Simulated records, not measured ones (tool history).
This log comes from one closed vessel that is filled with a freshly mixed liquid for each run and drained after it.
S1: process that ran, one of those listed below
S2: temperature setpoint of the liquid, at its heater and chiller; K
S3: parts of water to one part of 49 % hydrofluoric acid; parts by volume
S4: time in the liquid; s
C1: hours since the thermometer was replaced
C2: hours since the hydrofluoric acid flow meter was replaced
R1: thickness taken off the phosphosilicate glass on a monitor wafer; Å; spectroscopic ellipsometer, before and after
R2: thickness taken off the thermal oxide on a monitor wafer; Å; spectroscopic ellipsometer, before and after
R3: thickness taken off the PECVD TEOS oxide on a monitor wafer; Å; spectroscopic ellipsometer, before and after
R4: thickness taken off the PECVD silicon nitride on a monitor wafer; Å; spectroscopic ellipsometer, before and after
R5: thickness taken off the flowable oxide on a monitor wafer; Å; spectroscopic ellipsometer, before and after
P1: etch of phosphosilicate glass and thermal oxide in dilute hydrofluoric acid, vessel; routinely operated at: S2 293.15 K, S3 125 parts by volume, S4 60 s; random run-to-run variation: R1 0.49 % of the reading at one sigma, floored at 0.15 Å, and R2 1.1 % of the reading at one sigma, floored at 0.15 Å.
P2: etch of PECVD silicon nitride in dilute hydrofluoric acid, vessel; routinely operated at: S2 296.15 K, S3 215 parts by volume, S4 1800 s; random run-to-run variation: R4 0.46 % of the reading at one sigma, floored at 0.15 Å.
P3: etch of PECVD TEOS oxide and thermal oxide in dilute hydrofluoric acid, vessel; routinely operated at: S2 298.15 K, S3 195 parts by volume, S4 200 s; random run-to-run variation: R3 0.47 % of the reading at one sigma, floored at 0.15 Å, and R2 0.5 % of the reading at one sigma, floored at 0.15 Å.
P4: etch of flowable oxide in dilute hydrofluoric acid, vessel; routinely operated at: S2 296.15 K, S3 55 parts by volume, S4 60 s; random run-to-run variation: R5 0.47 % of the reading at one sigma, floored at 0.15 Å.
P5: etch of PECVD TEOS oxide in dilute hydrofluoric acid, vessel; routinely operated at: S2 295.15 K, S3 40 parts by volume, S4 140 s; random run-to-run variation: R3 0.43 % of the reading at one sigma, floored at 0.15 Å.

| run | day | S1 | S2 | S3 | S4 | C1 | C2 | R1 | R2 | R3 | R4 | R5 |
|---|---|---|---|---|---|---|---|---|---|---|---|---|
| 1 | 0.146 | P1 | 293.15 | 125 | 60 | 1579.6 | 382.7 | 455.36 | 19.861 |  |  |  |
| 2 | 0.304 | P3 | 298.15 | 195 | 75 | 1583.4 | 386.5 |  | 17.715 | 91.109 |  |  |
| 3 | 0.554 | P3 | 298.15 | 45 | 200 | 1589.4 | 392.5 |  | 249.21 | 1265.8 |  |  |
| 4 | 0.704 | P1 | 290.15 | 125 | 60 | 1593 | 396.1 | 401.84 | 17.678 |  |  |  |
| 5 | 0.962 | P1 | 293.15 | 125 | 115 | 1599.2 | 402.3 | 867.29 | 38.328 |  |  |  |
| 6 | 1.142 | P5 | 295.15 | 70 | 140 | 1603.5 | 406.6 |  |  | 316.89 |  |  |
| 7 | 1.438 | P2 | 296.15 | 215 | 3470 | 1610.6 | 413.7 |  |  |  | 283.79 |  |
| 8 | 1.729 | P1 | 293.15 | 125 | 60 | 1617.6 | 420.7 | 453.34 | 20.22 |  |  |  |
| 9 | 2.025 | P1 | 293.15 | 125 | 60 | 1624.7 | 427.8 | 455.59 | 20.061 |  |  |  |
| 10 | 2.304 | P2 | 296.15 | 215 | 1800 | 1631.4 | 434.5 |  |  |  | 147.03 |  |
| 11 | 2.567 | P1 | 297.65 | 125 | 85 | 1637.7 | 440.8 | 770.2 | 33.932 |  |  |  |
| 12 | 2.767 | P2 | 296.15 | 215 | 1800 | 1642.5 | 445.6 |  |  |  | 146.06 |  |
| 13 | 3.025 | P1 | 293.15 | 125 | 60 | 1648.7 | 451.8 | 451.24 | 20.098 |  |  |  |
| 14 | 3.279 | P1 | 297.15 | 125 | 60 | 1654.8 | 457.9 | 532.93 | 23.208 |  |  |  |
| 15 | 3.446 | P1 | 293.15 | 125 | 60 | 1658.8 | 461.9 | 453.57 | 19.845 |  |  |  |
| 16 | 3.625 | P1 | 290.15 | 40 | 60 | 1663.1 | 466.2 | 1383.4 | 62.113 |  |  |  |
| 17 | 3.938 | P4 | 296.15 | 55 | 60 | 1670.6 | 473.7 |  |  |  |  | 564.25 |
| 18 | 4.238 | P1 | 293.15 | 75 | 60 | 1677.8 | 480.9 | 795.26 | 36.533 |  |  |  |
| 19 | 4.542 | P1 | 297.15 | 125 | 105 | 1685.1 | 488.2 | 928.81 | 40.772 |  |  |  |
| 20 | 4.783 | P5 | 295.15 | 40 | 140 | 1690.9 | 494 |  |  | 580.35 |  |  |
| 21 | 5.033 | P1 | 293.15 | 125 | 30 | 1696.9 | 500 | 228.08 | 10.363 |  |  |  |
| 22 | 5.238 | P1 | 293.15 | 175 | 60 | 1701.8 | 504.9 | 306.29 | 13.532 |  |  |  |
| 23 | 5.4 | P3 | 301.65 | 195 | 200 | 1705.7 | 508.8 |  | 54.282 | 275.44 |  |  |
| 24 | 5.729 | P2 | 304.15 | 215 | 1800 | 1713.6 | 516.7 |  |  |  | 239.97 |  |
| 25 | 5.988 | P2 | 296.15 | 350 | 1800 | 1719.8 | 522.9 |  |  |  | 89.85 |  |
| 26 | 6.167 | P4 | 296.15 | 20 | 60 | 1724.1 | 527.2 |  |  |  |  | 1624.6 |
| 27 | 6.421 | P4 | 290.15 | 55 | 60 | 1730.2 | 533.3 |  |  |  |  | 438.29 |
| 28 | 6.692 | P1 | 293.15 | 125 | 60 | 1736.7 | 539.8 | 450.44 | 19.996 |  |  |  |
| 29 | 6.854 | P5 | 290.15 | 40 | 140 | 1740.6 | 543.7 |  |  | 469.19 |  |  |
| 30 | 7.121 | P4 | 296.15 | 55 | 110 | 1747 | 550.1 |  |  |  |  | 1026.2 |
| 31 | 7.425 | P3 | 298.15 | 195 | 200 | 1754.3 | 557.4 |  | 47.837 | 242.33 |  |  |
| 32 | 7.621 | P5 | 295.15 | 40 | 245 | 1759 | 562.1 |  |  | 1010.5 |  |  |
| 33 | 7.833 | P3 | 298.15 | 195 | 200 | 1764.1 | 567.2 |  | 47.664 | 244.02 |  |  |
| 34 | 8.117 | P1 | 293.15 | 125 | 60 | 1770.9 | 574 | 454.17 | 20.273 |  |  |  |
| 35 | 8.279 | P1 | 293.15 | 125 | 60 | 1774.8 | 577.9 | 470.24 | 20.82 |  |  |  |
| 36 | 8.425 | P1 | 293.15 | 125 | 60 | 1778.3 | 581.4 | 475.12 | 20.96 |  |  |  |
| 37 | 8.733 | P1 | 293.15 | 125 | 60 | 1785.7 | 588.8 | 490.06 | 21.554 |  |  |  |
| 38 | 9.062 | P1 | 293.15 | 125 | 60 | 1793.6 | 596.7 | 494.79 | 21.726 |  |  |  |
| 39 | 9.225 | P1 | 293.15 | 125 | 60 | 1797.5 | 600.6 | 497.92 | 21.96 |  |  |  |
| 40 | 9.542 | P1 | 293.15 | 125 | 60 | 1805.1 | 608.2 | 495.29 | 21.719 |  |  |  |
| 41 | 9.725 | P1 | 293.15 | 125 | 60 | 1809.5 | 612.6 | 497.28 | 22.249 |  |  |  |
| 42 | 9.879 | P1 | 293.15 | 125 | 60 | 1813.2 | 616.3 | 496.7 | 22.119 |  |  |  |

Something has made what P1 gives creep away from where it was; the 2 causes below, each at its own stated size, fit the log equally well:
A: hydrofluoric acid flow above the setpoint (%) = 8.59
B: liquid hotter than its thermometer reads (K) = 2.33
At approximately day 8.117, the process output began to creep.

Each of the 4 check runs below uses one wafer; its results are left as question marks. Which run tells the causes apart?
| check 1 | 10.033 | P3 | 298.15 | 110 | 110 |  |  |  | ? | ? |  |  |
| check 2 | 10.033 | P5 | 295.15 | 65 | 140 |  |  |  |  | ? |  |  |
| check 3 | 10.033 | P2 | 296.15 | 215 | 3185 |  |  |  |  |  | ? |  |
| check 4 | 10.033 | P4 | 296.15 | 55 | 105 |  |  |  |  |  |  | ? |

How each check would come out, cause by cause:
| check | result | if A | if B |
|---|---|---|---|
| check 1 | R2 | 56.458 | 56.264 |
| check 1 | R3 | 288.94 | 287.95 |
| check 2 | R3 | 376.96 | 379.48 |
| check 3 | R4 | 282.37 | 301.36 |
| check 4 | R5 | 1076.9 | 1084.9 |
Gap, in per cent, between the two causes that each check separates least, read from the result that separates them most: check 1 0.34 %; check 2 0.67 %; check 3 6.51 %; check 4 0.74 %
Check 3 is the one run that separates the causes; every other check would come out nearly the same whichever cause is at work.

The results of check 3 are: R4 301.93 Å. Based on these, which of the listed causes is it?

B is the cause: liquid hotter than its thermometer reads (K).
